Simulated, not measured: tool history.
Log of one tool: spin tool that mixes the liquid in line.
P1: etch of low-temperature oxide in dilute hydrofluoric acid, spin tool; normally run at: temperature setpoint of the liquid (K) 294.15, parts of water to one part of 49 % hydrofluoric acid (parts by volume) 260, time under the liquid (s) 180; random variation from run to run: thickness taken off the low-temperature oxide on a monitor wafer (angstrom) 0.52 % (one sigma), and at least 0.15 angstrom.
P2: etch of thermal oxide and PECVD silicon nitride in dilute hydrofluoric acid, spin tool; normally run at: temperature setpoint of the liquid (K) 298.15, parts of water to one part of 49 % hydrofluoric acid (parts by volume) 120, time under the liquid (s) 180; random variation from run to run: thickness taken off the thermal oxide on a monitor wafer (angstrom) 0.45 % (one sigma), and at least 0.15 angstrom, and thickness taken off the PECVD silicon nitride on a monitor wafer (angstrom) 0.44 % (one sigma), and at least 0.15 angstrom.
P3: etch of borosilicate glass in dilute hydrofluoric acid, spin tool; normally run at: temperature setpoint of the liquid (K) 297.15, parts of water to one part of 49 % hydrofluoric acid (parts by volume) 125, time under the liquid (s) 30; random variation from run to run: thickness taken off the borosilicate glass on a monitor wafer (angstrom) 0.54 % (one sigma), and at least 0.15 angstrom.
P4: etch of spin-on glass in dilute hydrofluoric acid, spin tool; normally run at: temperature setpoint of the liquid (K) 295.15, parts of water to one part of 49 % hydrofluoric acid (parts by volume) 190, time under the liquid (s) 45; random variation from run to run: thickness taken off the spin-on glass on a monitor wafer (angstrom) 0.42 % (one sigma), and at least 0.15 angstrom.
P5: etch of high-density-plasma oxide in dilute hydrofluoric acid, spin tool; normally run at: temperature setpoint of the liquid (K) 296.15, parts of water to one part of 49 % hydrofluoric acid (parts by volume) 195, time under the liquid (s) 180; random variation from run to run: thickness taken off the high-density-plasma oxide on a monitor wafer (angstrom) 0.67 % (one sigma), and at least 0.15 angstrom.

run    day  process that ran  temperature setpoint of the liquid (K)  parts of water to one part of 49 % hydrofluoric acid (parts by volume)  time under the liquid (s)  hours since the thermometer was replaced  hours since the hydrofluoric acid flow meter was replaced  thickness taken off the low-temperature oxide on a monitor wafer (angstrom)  thickness taken off the thermal oxide on a monitor wafer (angstrom)  thickness taken off the PECVD silicon nitride on a monitor wafer (angstrom)  thickness taken off the spin-on glass on a monitor wafer (angstrom)  thickness taken off the borosilicate glass on a monitor wafer (angstrom)  thickness taken off the high-density-plasma oxide on a monitor wafer (angstrom)
  1  0.512                P1                                  294.15                                                                     260                        180                                    1286.5                                                      451.7                                                                       110.13
  2  0.958                P1                                  294.15                                                                     260                        180                                    1297.2                                                      462.4                                                                       109.65
  3  1.462                P1                                  294.15                                                                     260                         25                                    1309.3                                                      474.5                                                                       15.345
  4  1.967                P2                                  298.15                                                                      55                        180                                    1321.4                                                      486.6                                                                                                                                            173.74                                                                       112.94
  5  2.325                P2                                  293.15                                                                     120                        180                                      1330                                                      495.2                                                                                                                                            59.346                                                                       37.272
  6  2.567                P4                                  295.15                                                                     345                         45                                    1335.8                                                        501                                                                                                                                                                                                                                                                                              50.564
  7  3.058                P1                                  294.15                                                                     260                        180                                    1347.6                                                      512.8                                                                       109.96
  8  3.454                P3                                  297.15                                                                     125                         60                                    1357.1                                                      522.3                                                                                                                                                                                                                                                                                                                                                                        90.312
  9  3.729                P1                                  294.15                                                                     365                        180                                    1363.7                                                      528.9                                                                       71.668
 10  3.954                P5                                  296.15                                                                     195                        180                                    1369.1                                                      534.3                                                                                                                                                                                                                                                                                                                                                                                                                                                         38.893
 11  4.217                P3                                  297.15                                                                     125                         30                                    1375.4                                                      540.6                                                                                                                                                                                                                                                                                                                                                                        45.278
 12  4.604                P1                                  294.15                                                                      80                        180                                    1384.7                                                      549.9                                                                       436.21
 13  4.983                P1                                  294.15                                                                     260                        180                                    1393.8                                                        559                                                                       109.33
 14  5.333                P1                                  294.15                                                                     260                        295                                    1402.2                                                      567.4                                                                       180.42
 15   5.65                P4                                  295.15                                                                     190                         45                                    1409.8                                                        575                                                                                                                                                                                                                                                                                              107.99
 16  5.992                P1                                  290.65                                                                     260                        320                                      1418                                                      583.2                                                                       171.98
 17    6.4                P4                                  290.15                                                                     190                         45                                    1427.8                                                        593                                                                                                                                                                                                                                                                                              87.749
 18  6.808                P4                                  295.15                                                                     190                         85                                    1437.6                                                      602.8                                                                                                                                                                                                                                                                                              200.48
 19  7.129                P2                                  298.15                                                                     120                        305                                    1445.3                                                      610.5                                                                                                                                            123.22                                                                       88.614
 20   7.45                P2                                  298.15                                                                     120                        180                                      1453                                                      618.2                                                                                                                                            72.371                                                                       52.467
 21  7.796                P3                                  297.15                                                                     195                         30                                    1461.3                                                      626.5                                                                                                                                                                                                                                                                                                                                                                        27.212
 22  8.167                P5                                  296.15                                                                     195                        290                                    1470.2                                                      635.4                                                                                                                                                                                                                                                                                                                                                                                                                                                         63.859

Forecast run 23:
 23  8.667                P4                                  295.15                                                                     190                         45                                    1482.2                                                      647.4                                                                                                                                                                                                                                                                                                   ?

{"run 23": {"thickness taken off the spin-on glass on a monitor wafer (angstrom)": 107.68}}
